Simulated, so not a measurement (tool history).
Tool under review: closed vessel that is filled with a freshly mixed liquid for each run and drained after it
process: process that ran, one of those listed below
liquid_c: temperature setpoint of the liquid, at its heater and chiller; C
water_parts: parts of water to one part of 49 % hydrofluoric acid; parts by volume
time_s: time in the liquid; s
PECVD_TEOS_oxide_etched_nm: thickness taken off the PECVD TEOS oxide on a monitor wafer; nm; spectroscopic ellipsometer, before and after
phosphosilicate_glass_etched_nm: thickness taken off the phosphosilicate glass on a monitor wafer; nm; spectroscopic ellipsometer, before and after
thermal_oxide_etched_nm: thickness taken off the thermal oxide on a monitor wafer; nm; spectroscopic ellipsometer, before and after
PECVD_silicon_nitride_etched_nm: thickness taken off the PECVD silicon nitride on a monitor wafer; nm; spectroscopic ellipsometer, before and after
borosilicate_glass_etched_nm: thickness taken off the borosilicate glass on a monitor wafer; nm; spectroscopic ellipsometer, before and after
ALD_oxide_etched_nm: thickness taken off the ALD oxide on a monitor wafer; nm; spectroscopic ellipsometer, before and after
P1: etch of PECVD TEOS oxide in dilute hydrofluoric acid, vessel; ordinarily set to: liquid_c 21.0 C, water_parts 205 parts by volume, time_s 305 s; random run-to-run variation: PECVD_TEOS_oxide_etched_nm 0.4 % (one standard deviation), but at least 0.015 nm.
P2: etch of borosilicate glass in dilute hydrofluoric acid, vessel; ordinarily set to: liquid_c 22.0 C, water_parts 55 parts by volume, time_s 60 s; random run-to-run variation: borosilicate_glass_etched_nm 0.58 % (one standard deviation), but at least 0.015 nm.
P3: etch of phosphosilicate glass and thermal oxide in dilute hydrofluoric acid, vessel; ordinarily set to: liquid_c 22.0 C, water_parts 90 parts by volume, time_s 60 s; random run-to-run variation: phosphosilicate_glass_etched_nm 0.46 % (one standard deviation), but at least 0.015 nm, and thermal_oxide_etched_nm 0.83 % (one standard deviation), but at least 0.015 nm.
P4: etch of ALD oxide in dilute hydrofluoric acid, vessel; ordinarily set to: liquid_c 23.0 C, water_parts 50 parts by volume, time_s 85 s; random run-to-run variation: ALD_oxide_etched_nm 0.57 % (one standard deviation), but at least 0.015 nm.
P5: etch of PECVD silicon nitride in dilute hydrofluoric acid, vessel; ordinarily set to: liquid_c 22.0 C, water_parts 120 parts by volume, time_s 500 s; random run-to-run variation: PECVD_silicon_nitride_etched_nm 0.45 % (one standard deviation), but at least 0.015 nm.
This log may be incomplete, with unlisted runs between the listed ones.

run	hour	process	liquid_c	water_parts	time_s	hours since the thermometer was replaced	hours since the hydrofluoric acid flow meter was replaced	PECVD_TEOS_oxide_etched_nm	phosphosilicate_glass_etched_nm	thermal_oxide_etched_nm	PECVD_silicon_nitride_etched_nm	borosilicate_glass_etched_nm	ALD_oxide_etched_nm
1	11.2	P1	21.0	205	305	963.9	233.0	28.9510					
2	28.6	P1	17.0	205	305	981.3	250.4	24.7910					
3	44.1	P1	21.0	205	565	996.8	265.9	53.8030					
# hour 49.8: hydrofluoric acid flow meter replaced
4	53.4	P3	18.5	90	60	1006.1	3.6		35.667	2.6337			
5	63.5	P5	22.0	120	965	1016.2	13.7				11.9920		
6	82.0	P2	22.0	55	60	1034.7	32.2					36.400	
7	100.2	P4	30.5	50	85	1052.9	50.4						26.635
8	118.0	P4	23.0	85	85	1070.7	68.2						11.107
9	134.3	P3	22.0	90	120	1087.0	84.5		81.850	6.0503			
10	143.3	P5	28.5	120	500	1096.0	93.5				9.5362		
11	159.8	P1	21.0	350	305	1112.5	110.0	14.9020					
12	179.2	P5	22.0	20	500	1131.9	129.4				35.5990		
13	197.5	P2	22.0	55	60	1150.2	147.7					36.323	
14	206.0	P1	21.0	60	305	1158.7	156.2	116.5000					
15	218.8	P2	22.0	80	60	1171.5	169.0					24.342	
16	230.3	P4	23.0	50	85	1183.0	180.5						19.746
17	246.2	P2	30.5	55	60	1198.9	196.4					51.573	
18	258.7	P1	17.0	205	95	1211.4	208.9	7.7785					
19	271.6	P2	22.0	55	115	1224.3	221.8					70.432	
20	289.1	P3	22.0	90	60	1241.8	239.3		41.236	3.0498			
21	306.4	P1	21.0	205	305	1259.1	256.6	29.0350					
22	325.1	P4	23.0	50	160	1277.8	275.3						36.919
23	333.5	P1	21.0	205	305	1286.2	283.7	28.9390					
24	349.9	P1	27.5	205	555	1302.6	300.1	67.2220					
25	359.6	P5	22.0	120	500	1312.3	309.8				6.2096		
26	371.2	P1	21.0	205	40	1323.9	321.4	3.8143					
27	387.7	P1	21.0	205	305	1340.4	337.9	29.1500					
28	396.2	P3	22.0	165	60	1348.9	346.4		20.790	1.5306			
29	411.4	P1	25.5	205	305	1364.1	361.6	34.5520					
30	423.5	P1	21.0	205	305	1376.2	373.7	29.2120					
31	432.5	P1	21.0	205	305	1385.2	382.7	28.0660					
32	447.7	P1	21.0	205	305	1400.4	397.9	27.6840					

Predict the results of run 33:
33	465.2	P1	21.0	205	305	1417.9	415.4	?					

PECVD_TEOS_oxide_etched_nm: 27.1370 nm
